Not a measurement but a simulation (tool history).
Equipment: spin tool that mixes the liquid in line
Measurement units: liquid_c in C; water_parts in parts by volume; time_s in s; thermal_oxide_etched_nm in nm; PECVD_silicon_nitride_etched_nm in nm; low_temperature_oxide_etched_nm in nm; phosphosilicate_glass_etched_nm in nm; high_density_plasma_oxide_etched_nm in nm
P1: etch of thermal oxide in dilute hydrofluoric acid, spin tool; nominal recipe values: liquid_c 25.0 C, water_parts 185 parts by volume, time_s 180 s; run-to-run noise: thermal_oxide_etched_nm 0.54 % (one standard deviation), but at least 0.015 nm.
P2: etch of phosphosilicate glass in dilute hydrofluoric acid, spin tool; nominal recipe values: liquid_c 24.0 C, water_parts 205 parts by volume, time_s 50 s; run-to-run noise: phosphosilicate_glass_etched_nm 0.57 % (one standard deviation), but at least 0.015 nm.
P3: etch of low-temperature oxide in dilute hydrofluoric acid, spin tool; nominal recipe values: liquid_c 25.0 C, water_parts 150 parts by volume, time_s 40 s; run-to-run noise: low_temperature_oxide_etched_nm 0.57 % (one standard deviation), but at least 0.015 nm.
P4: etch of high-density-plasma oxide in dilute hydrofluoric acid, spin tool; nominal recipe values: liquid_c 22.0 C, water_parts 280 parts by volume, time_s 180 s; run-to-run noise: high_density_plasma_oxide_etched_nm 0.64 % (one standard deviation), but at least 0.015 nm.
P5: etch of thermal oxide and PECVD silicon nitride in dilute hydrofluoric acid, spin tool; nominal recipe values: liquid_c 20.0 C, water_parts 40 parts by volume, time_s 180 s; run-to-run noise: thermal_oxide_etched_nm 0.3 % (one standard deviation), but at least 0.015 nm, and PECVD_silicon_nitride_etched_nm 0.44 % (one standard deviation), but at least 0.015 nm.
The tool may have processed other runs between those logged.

run	hour	process	liquid_c	water_parts	time_s	thermal_oxide_etched_nm	PECVD_silicon_nitride_etched_nm	low_temperature_oxide_etched_nm	phosphosilicate_glass_etched_nm	high_density_plasma_oxide_etched_nm
1	7.4	P1	25.0	185	180	4.2613				
2	20.4	P5	17.0	40	180	17.3090	14.201			
3	33.4	P1	25.0	185	180	4.2834				
4	40.4	P1	25.0	185	180	4.2605				
5	47.6	P3	18.0	150	40			5.4029		
6	60.5	P2	32.5	205	50				36.8150	
7	71.9	P1	25.0	185	180	4.2185				
8	84.4	P1	25.0	185	180	4.2403				
9	91.5	P2	24.0	205	50				27.3550	
10	102.1	P5	20.0	40	300	32.9500	29.018			
11	109.6	P1	25.0	185	180	4.2165				
12	116.0	P1	25.0	185	310	7.2729				
13	123.5	P1	33.5	185	180	5.7367				
14	134.9	P3	25.0	150	65			11.7280		
# hour 140.4: hydrofluoric acid flow meter replaced
15	148.6	P3	25.0	150	40			7.1417		
16	154.9	P1	25.0	300	180	2.3005				
17	164.2	P1	21.5	295	180	2.0859				
18	171.1	P4	22.0	280	180					4.9713
19	180.2	P1	25.0	185	100	2.3516				
20	186.6	P2	24.0	205	15				8.0901	
21	193.3	P4	22.0	280	300					8.1752
22	200.8	P4	22.0	130	180					12.2670
23	208.6	P4	28.0	280	180					6.0484
24	219.7	P5	20.0	40	180	19.6930	17.562			
25	229.3	P3	25.0	260	40			3.6456		
26	241.6	P5	20.0	40	180	19.6150	17.395			
27	249.7	P1	19.0	185	180	3.3743				
28	259.3	P3	25.0	150	40			7.2553		
29	272.7	P1	25.0	110	180	7.7724				
30	280.1	P2	24.0	305	50				16.5300	
31	288.0	P5	20.0	25	180	32.2100	27.594			
32	297.6	P1	25.0	185	180	4.2064				
33	308.2	P1	25.0	185	180	4.1471				
34	318.5	P1	25.0	185	180	3.9660				
35	325.1	P1	25.0	185	180	3.9558				
36	334.1	P1	25.0	185	180	3.9223				
37	342.7	P1	25.0	185	180	3.9328				
38	355.6	P1	25.0	185	180	3.8945				

The log shows P1 creeping away from where it was. Any of the 2 causes listed here, at the size stated for it, fits the log just as well as the others:
A: hydrofluoric acid flow below the setpoint (%) = 6.1
B: liquid colder than its thermometer reads (K) = 2.05
The onset of the drift is placed at about hour 297.6.

Question marks stand in for the results of the 4 check runs listed below, each run on one wafer. Under which run would the listed causes show clearly different results?
check 1	368.5	P5	20.0	40	245	?	?			
check 2	368.5	P3	25.0	260	40			?		
check 3	368.5	P4	27.0	280	180					?
check 4	368.5	P2	31.5	205	50				?	

What every check run would give for each of its results, assuming each possible cause in turn:
check	result	if A	if B
check 1	thermal_oxide_etched_nm	25.1330	24.5790
check 1	PECVD_silicon_nitride_etched_nm	22.335	20.555
check 2	low_temperature_oxide_etched_nm	3.3871	3.4118
check 3	high_density_plasma_oxide_etched_nm	5.3922	5.4554
check 4	phosphosilicate_glass_etched_nm	32.9190	33.2300
Minimum pairwise separation of causes per check, each pair taken at its best-separating result: check 1 8.31 %; check 2 0.73 %; check 3 1.16 %; check 4 0.94 %
The other checks would show nearly matching results whichever cause is true, so check 1 is the only one that separates the causes.

With check 1 done, the readings were: thermal_oxide_etched_nm 25.2310 nm; PECVD_silicon_nitride_etched_nm 22.267 nm. Identify which of the listed causes applies.

A is the cause: hydrofluoric acid flow below the setpoint (%).
